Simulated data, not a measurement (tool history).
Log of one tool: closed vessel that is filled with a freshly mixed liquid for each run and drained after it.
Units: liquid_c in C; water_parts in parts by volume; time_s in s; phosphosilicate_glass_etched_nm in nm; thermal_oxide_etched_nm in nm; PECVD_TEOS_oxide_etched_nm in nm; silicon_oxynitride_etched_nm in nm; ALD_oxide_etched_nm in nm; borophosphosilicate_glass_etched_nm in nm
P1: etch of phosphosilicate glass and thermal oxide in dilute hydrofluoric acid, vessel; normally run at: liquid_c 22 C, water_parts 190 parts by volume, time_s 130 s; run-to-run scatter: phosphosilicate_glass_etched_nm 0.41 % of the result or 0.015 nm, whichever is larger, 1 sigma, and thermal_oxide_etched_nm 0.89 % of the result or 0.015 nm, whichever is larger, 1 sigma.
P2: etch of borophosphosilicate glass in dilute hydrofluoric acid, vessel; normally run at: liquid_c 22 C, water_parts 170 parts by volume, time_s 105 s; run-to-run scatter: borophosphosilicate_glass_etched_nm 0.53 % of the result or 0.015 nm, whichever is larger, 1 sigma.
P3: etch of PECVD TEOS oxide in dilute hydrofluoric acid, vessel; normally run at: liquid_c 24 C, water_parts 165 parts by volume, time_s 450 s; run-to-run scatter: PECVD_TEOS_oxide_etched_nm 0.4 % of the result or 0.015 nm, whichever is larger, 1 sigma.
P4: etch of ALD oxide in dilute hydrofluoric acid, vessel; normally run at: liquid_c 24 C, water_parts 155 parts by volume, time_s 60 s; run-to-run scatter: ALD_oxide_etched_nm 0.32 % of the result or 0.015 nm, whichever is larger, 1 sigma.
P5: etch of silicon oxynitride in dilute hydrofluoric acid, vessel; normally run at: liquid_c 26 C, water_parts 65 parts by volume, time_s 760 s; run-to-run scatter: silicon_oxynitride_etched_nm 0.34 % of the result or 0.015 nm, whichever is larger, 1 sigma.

run   hour  process  liquid_c  water_parts  time_s  hours since the thermometer was replaced  hours since the hydrofluoric acid flow meter was replaced  phosphosilicate_glass_etched_nm  thermal_oxide_etched_nm  PECVD_TEOS_oxide_etched_nm  silicon_oxynitride_etched_nm  ALD_oxide_etched_nm  borophosphosilicate_glass_etched_nm
  1    5.8       P1        22          190     130                                    1913.7                                                      257.3                           50.967                    2.824
  2   13.1       P1        22          110     130                                      1921                                                      264.6                           95.573                   5.2566
  3   16.9       P3        24          165     135                                    1924.8                                                      268.4                                                                                11.364
  4   21.5       P1        22           65      80                                    1929.4                                                        273                           105.86                   5.7117
  5     28       P5      32.5           65     760                                    1935.9                                                      279.5                                                                                                              36.592
  6   35.3       P4        24          155      30                                    1943.2                                                      286.8                                                                                                                                   5.1943
  7   40.4       P4        24          155      60                                    1948.3                                                      291.9                                                                                                                                    10.37
  8   45.2       P3        24          165     450                                    1953.1                                                      296.7                                                                                38.428
  9   51.7       P2        30          170     105                                    1959.6                                                      303.2                                                                                                                                                                        17.873
 10     55       P2        22          170      55                                    1962.9                                                      306.5                                                                                                                                                                        6.9525
 11   62.1       P4        24          255      60                                      1970                                                      313.6                                                                                                                                   5.6635
 12     69       P4        24          155      60                                    1976.9                                                      320.5                                                                                                                                   10.383
 13     73       P1        22          190     130                                    1980.9                                                      324.5                           51.103                   2.7968
 14   79.3       P1        22          190     130                                    1987.2                                                      330.8                           50.931                   2.7703
 15   86.6       P1      26.5          190     130                                    1994.5                                                      338.1                           59.659                   3.2995
 16   91.9       P4        31          155      60                                    1999.8                                                      343.4                                                                                                                                   13.452
 17   96.8       P1        17          190     130                                    2004.7                                                      348.3                           41.649                    2.268
 18  102.9       P1        22          190     130                                    2010.8                                                      354.4                           51.143                   2.7699
 19  110.2       P1        26          190      35                                    2018.1                                                      361.7                             15.9                  0.89063
 20  115.7       P5        26           65      95                                    2023.6                                                      367.2                                                                                                              3.4076
 21  122.9       P1        22          190     215                                    2030.8                                                      374.4                           83.855                   4.5657
 22    129       P1        22          290     225                                    2036.9                                                      380.5                           52.734                   2.8312
 23  132.8       P5        26           65     760                                    2040.7                                                      384.3                                                                                                              27.058
     137.1  -- thermometer replaced
 24  139.5       P2        22          285     105                                       2.4                                                        391                                                                                                                                                                         6.994
 25  146.5       P1        22          190      50                                       9.4                                                        398                           19.734                   1.0428
 26  149.9       P3        18          165     450                                      12.8                                                      401.4                                                                                29.987
 27    156       P1        22          310     130                                      18.9                                                      407.5                            27.62                   1.4598
 28  160.4       P5        26           65     760                                      23.3                                                      411.9                                                                                                              27.143
 29  167.4       P3        24           35     450                                      30.3                                                      418.9                                                                                210.19
 30  171.9       P2        22          170     105                                      34.8                                                      423.4                                                                                                                                                                        13.195
 31  177.9       P5        26           95     760                                      40.8                                                      429.4                                                                                                              18.009
 32  182.7       P1        22          190     130                                      45.6                                                      434.2                            51.02                   2.7756
 33    189       P1        22          190     130                                      51.9                                                      440.5                            52.74                   2.8438
 34  194.8       P1        22          190     130                                      57.7                                                      446.3                            54.38                   2.8835
 35  199.9       P1        22          190     130                                      62.8                                                      451.4                           54.891                   2.9607
 36  204.9       P1        22          190     130                                      67.8                                                      456.4                           55.708                   2.9978
 37  211.3       P1        22          190     130                                      74.2                                                      462.8                           55.386                   3.0413
 38  217.6       P1        22          190     130                                      80.5                                                      469.1                           55.664                   2.9796
 39  223.7       P1        22          190     130                                      86.6                                                      475.2                           55.756                   2.9892
 40  229.1       P1        22          190     130                                        92                                                      480.6                           55.935                    3.015

What P1 gives has crept away from where it was. These 2 causes fit the log equally well, each at the size given:
A: hydrofluoric acid flow above the setpoint (%) = 8.01
B: liquid hotter than its thermometer reads (K) = 2.45
The creep began at about hour 182.7.

4 check runs are offered, one wafer each, their results left as question marks. Which one tells the causes apart?
check 1  234.5       P3        24          165     450                                                                                                                                                                                          ?
check 2  234.5       P2        22          170     105                                                                                                                                                                                                                                                                                  ?
check 3  234.5       P4        24          155      60                                                                                                                                                                                                                                             ?
check 4  234.5       P5        26           65     760                                                                                                                                                                                                                        ?

What each check would give under each cause:
  check                               result    if A    if B
check 1           PECVD_TEOS_oxide_etched_nm  41.729  41.755
check 2  borophosphosilicate_glass_etched_nm  14.448  14.485
check 3                  ALD_oxide_etched_nm  11.379  11.402
check 4         silicon_oxynitride_etched_nm  29.419  30.434
How far apart the two closest causes lie, in the result that separates them most: check 1 0.06 %; check 2 0.25 %; check 3 0.2 %; check 4 3.39 %
Check 4 tells the causes apart: in the others they would give nearly the same result.

Check 4 was then run and gave: silicon_oxynitride_etched_nm 29.525 nm. Which cause is it?

It is A: hydrofluoric acid flow above the setpoint (%).
